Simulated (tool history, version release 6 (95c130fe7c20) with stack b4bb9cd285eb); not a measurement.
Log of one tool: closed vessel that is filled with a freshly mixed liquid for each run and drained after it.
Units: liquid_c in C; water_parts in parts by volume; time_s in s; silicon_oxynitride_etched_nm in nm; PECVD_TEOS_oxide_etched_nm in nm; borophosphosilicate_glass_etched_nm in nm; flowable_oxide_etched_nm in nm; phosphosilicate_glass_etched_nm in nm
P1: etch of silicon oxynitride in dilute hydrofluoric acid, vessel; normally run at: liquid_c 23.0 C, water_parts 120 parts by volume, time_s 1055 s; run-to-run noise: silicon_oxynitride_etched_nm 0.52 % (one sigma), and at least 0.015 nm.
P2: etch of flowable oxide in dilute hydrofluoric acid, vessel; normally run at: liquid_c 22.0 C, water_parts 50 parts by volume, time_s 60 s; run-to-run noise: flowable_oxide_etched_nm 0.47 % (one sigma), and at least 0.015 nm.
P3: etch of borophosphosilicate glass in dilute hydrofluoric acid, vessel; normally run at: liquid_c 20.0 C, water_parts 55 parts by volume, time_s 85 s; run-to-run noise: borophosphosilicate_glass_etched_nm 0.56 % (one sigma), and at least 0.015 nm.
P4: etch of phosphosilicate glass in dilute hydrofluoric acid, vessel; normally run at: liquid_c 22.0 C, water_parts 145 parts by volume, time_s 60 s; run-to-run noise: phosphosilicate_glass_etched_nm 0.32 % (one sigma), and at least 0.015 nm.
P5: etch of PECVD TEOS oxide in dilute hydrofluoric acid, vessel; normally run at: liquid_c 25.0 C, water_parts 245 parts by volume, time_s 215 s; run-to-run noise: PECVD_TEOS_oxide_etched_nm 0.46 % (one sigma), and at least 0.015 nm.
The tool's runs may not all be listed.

run,hour,process,liquid_c,water_parts,time_s,hours since the thermometer was replaced,hours since the hydrofluoric acid flow meter was replaced,silicon_oxynitride_etched_nm,PECVD_TEOS_oxide_etched_nm,borophosphosilicate_glass_etched_nm,flowable_oxide_etched_nm,phosphosilicate_glass_etched_nm
1,13.8,P1,23.0,120,1055,471.8,800.4,23.1650,,,,
2,25.8,P1,23.0,120,1550,483.8,812.4,33.8620,,,,
3,41.9,P5,18.5,245,215,499.9,828.5,,5.9800,,,
4,56.3,P5,25.0,245,30,514.3,842.9,,1.0291,,,
5,66.8,P3,20.0,80,85,524.8,853.4,,,33.315,,
6,83.5,P2,22.0,50,60,541.5,870.1,,,,33.367,
7,98.3,P5,25.0,245,215,556.3,884.9,,7.4971,,,
8,108.0,P2,22.0,20,60,566.0,894.6,,,,86.391,
9,117.2,P4,26.5,145,60,575.2,903.8,,,,,32.076
10,132.1,P3,20.0,55,165,590.1,918.7,,,96.330,,
11,139.6,P1,23.0,210,1055,597.6,926.2,12.2780,,,,
12,151.4,P3,20.0,55,85,609.4,938.0,,,49.720,,
13,164.9,P1,23.0,40,1055,622.9,951.5,72.7410,,,,
14,181.0,P1,23.0,200,2005,639.0,967.6,24.9800,,,,
15,197.8,P4,22.0,145,60,655.8,984.4,,,,,27.088
16,210.0,P2,25.5,50,60,668.0,996.6,,,,38.712,
17,225.0,P1,27.5,120,1725,683.0,1011.6,46.2030,,,,
18,235.4,P1,23.0,120,1055,693.4,1022.0,23.1860,,,,
19,245.1,P4,22.0,45,60,703.1,1031.7,,,,,97.843
20,260.6,P4,22.0,145,110,718.6,1047.2,,,,,49.699
21,276.5,P2,22.0,50,30,734.5,1063.1,,,,16.582,
22,286.0,P1,23.0,120,1055,744.0,1072.6,22.9750,,,,
23,295.0,P5,25.0,395,215,753.0,1081.6,,4.0224,,,
24,303.0,P1,28.0,120,1055,761.0,1089.6,28.8610,,,,
25,315.3,P3,20.0,55,85,773.3,1101.9,,,49.167,,
26,324.0,P1,23.0,120,1055,782.0,1110.6,23.3070,,,,
27,335.0,P3,17.0,55,85,793.0,1121.6,,,43.857,,
28,342.8,P1,23.0,120,185,800.8,1129.4,4.0138,,,,
29,356.3,P1,23.0,120,1055,814.3,1142.9,23.2900,,,,
30,366.1,P1,17.0,120,1055,824.1,1152.7,17.2120,,,,
31,379.3,P1,23.0,120,1055,837.3,1165.9,23.0930,,,,
32,394.3,P1,23.0,120,1055,852.3,1180.9,23.1920,,,,
33,409.5,P1,23.0,120,1055,867.5,1196.1,21.8320,,,,
34,418.8,P1,23.0,120,1055,876.8,1205.4,21.3030,,,,
35,433.1,P1,23.0,120,1055,891.1,1219.7,20.8670,,,,
36,449.5,P1,23.0,120,1055,907.5,1236.1,20.7150,,,,
37,463.9,P1,23.0,120,1055,921.9,1250.5,20.6690,,,,
38,473.9,P1,23.0,120,1055,931.9,1260.5,20.7530,,,,
39,484.9,P1,23.0,120,1055,942.9,1271.5,20.5370,,,,

Something has made what P1 gives creep away from where it was; the 2 causes below, each at its own stated size, fit the log equally well:
A: liquid colder than its thermometer reads (K) = 2.34
B: hydrofluoric acid flow below the setpoint (%) = 9.61
The drift started at roughly hour 394.3.

Each of the 4 check runs below uses one wafer; its results are left as question marks. Which run tells the causes apart?
check 1,495.9,P4,22.0,45,110,,,,,,,?
check 2,495.9,P2,22.0,20,30,,,,,,?,
check 3,495.9,P3,17.0,55,135,,,,,?,,
check 4,495.9,P5,21.5,385,215,,,,?,,,

What every check run would give for each of its results, assuming each possible cause in turn:
check,result,if A,if B
check 1,phosphosilicate_glass_etched_nm,162.930,161.650
check 2,flowable_oxide_etched_nm,39.057,38.946
check 3,borophosphosilicate_glass_etched_nm,62.393,62.072
check 4,PECVD_TEOS_oxide_etched_nm,3.4228,3.2418
Smallest distance between any two causes, each pair judged by its most separating result, in per cent: check 1 0.79 %; check 2 0.29 %; check 3 0.52 %; check 4 5.43 %
Of the check runs offered, only check 4 discriminates between the causes; the rest would read about the same regardless of which cause applies.

Running check 4 produced the following: PECVD_TEOS_oxide_etched_nm 3.4187 nm. Which one of the listed causes fits?

The cause is A: liquid colder than its thermometer reads (K).
